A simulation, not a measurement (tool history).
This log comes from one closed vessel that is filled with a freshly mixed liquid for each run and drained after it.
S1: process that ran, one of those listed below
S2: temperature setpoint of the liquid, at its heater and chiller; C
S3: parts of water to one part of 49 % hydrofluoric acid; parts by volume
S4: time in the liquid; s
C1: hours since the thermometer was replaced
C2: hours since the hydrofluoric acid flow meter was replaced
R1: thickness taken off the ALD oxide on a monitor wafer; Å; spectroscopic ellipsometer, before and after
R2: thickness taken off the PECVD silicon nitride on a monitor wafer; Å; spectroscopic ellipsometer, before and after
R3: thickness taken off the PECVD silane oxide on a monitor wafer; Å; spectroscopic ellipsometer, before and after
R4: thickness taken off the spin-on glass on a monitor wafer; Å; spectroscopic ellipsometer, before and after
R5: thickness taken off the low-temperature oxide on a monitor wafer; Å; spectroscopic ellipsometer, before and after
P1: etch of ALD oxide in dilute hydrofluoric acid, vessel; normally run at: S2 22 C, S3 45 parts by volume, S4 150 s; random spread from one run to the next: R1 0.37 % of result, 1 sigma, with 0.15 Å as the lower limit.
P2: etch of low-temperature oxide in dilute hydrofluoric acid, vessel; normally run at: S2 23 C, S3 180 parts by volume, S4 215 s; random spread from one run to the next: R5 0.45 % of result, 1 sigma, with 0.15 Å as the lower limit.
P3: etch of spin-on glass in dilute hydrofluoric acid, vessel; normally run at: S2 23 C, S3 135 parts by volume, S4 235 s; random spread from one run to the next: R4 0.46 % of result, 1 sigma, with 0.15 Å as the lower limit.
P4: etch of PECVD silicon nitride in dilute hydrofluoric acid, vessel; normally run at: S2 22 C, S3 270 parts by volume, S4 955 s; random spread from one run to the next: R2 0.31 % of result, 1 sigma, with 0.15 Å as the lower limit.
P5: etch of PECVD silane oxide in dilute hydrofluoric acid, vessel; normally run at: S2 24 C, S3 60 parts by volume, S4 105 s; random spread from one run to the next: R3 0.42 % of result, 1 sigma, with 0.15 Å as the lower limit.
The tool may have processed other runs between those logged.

run	hour	S1	S2	S3	S4	C1	C2	R1	R2	R3	R4	R5
1	7.4	P1	22	45	150	1500.7	524.2	319.71				
2	17.8	P1	22	20	150	1511.1	534.6	737.38				
3	28.9	P4	22	270	955	1522.2	545.7		178.25			
4	40.6	P5	24	60	200	1533.9	557.4			1126.1		
5	47.7	P1	22	45	150	1541	564.5	318.09				
6	60.6	P3	23	135	410	1553.9	577.4				700.51	
7	71.6	P5	32	60	105	1564.9	588.4			809.1		
8	83	P4	26.5	270	955	1576.3	599.8		235.37			
9	92.8	P4	22	270	150	1586.1	609.6		28.182			
10	105	P2	29.5	180	215	1598.3	621.8					216.18
11	113.6	P5	24	60	105	1606.9	630.4			586.81		
12	119.6	P3	23	135	235	1612.9	636.4				402.24	
13	131.2	P1	22	45	150	1624.5	648	319.6				
14	141.7	P2	23	180	370	1635	658.5					292.8
15	154.4	P2	23	180	215	1647.7	671.2					171.76
16	165.6	P1	27.5	45	150	1658.9	682.4	398.71				
17	173.5	P2	23	75	215	1666.8	690.3					464.27
18	184.2	P1	22	45	225	1677.5	701	476.34				
19	196.7	P3	23	215	235	1690	713.5				232.17	
20	207.1	P1	17	45	45	1700.4	723.9	77.596				
21	214.3	P1	22	45	150	1707.6	731.1	319.98				
22	225.5	P1	18	30	150	1718.8	742.3	410.61				
23	232.2	P1	22	45	150	1725.5	749	317.77				
24	244.6	P3	17.5	135	235	1737.9	761.4				323.71	
25	253	P1	22	45	30	1746.3	769.8	64.183				
26	264.1	P4	22	445	955	1757.4	780.9		109.82			
# hour 272.3: hydrofluoric acid flow meter replaced
27	275.9	P1	17.5	45	150	1769.2	3.6	262.91				
28	287.9	P1	22	80	150	1781.2	15.6	171.42				
29	299.6	P1	17	45	40	1792.9	27.3	68.578				
30	313.2	P1	22	45	150	1806.5	40.9	318.44				
31	321.4	P5	24	20	105	1814.7	49.1			1868.3		
32	334	P1	22	45	150	1827.3	61.7	318.35				
33	347.3	P1	22	45	150	1840.6	75	330.4				
34	358	P1	22	45	150	1851.3	85.7	334.08				
35	370.5	P1	22	45	150	1863.8	98.2	338.23				
36	380.3	P1	22	45	150	1873.6	108	337.12				
37	392.1	P1	22	45	150	1885.4	119.8	338.58				
38	403.4	P1	22	45	150	1896.7	131.1	342.19				

What P1 gives has crept away from where it was. These 2 causes fit the log equally well, each at the size given:
A: hydrofluoric acid flow above the setpoint (%) = 6.32
B: liquid hotter than its thermometer reads (K) = 1.55
Onset of the creep was near hour 334.

Consider the 4 single-wafer check runs listed below, results given as question marks: which one distinguishes between the causes by giving clearly different results for each?
check 1	414.7	P4	22	375	955				?			
check 2	414.7	P3	20	135	235						?	
check 3	414.7	P5	24	20	195					?		
check 4	414.7	P2	23	130	215							?

Check results expected under each cause:
check	result	if A	if B
check 1	R2	137.3	142
check 2	R4	383.4	380.35
check 3	R3	3687.5	3695.2
check 4	R5	267.47	264.81
How far apart the two closest causes lie, in the result that separates them most: check 1 3.37 %; check 2 0.8 %; check 3 0.21 %; check 4 1 %
Of the check runs offered, only check 1 discriminates between the causes; the rest would read about the same regardless of which cause applies.

Check 1 was then run and gave: R2 137.6 Å. Which cause is it?

Of the candidate causes, it is A: hydrofluoric acid flow above the setpoint (%).
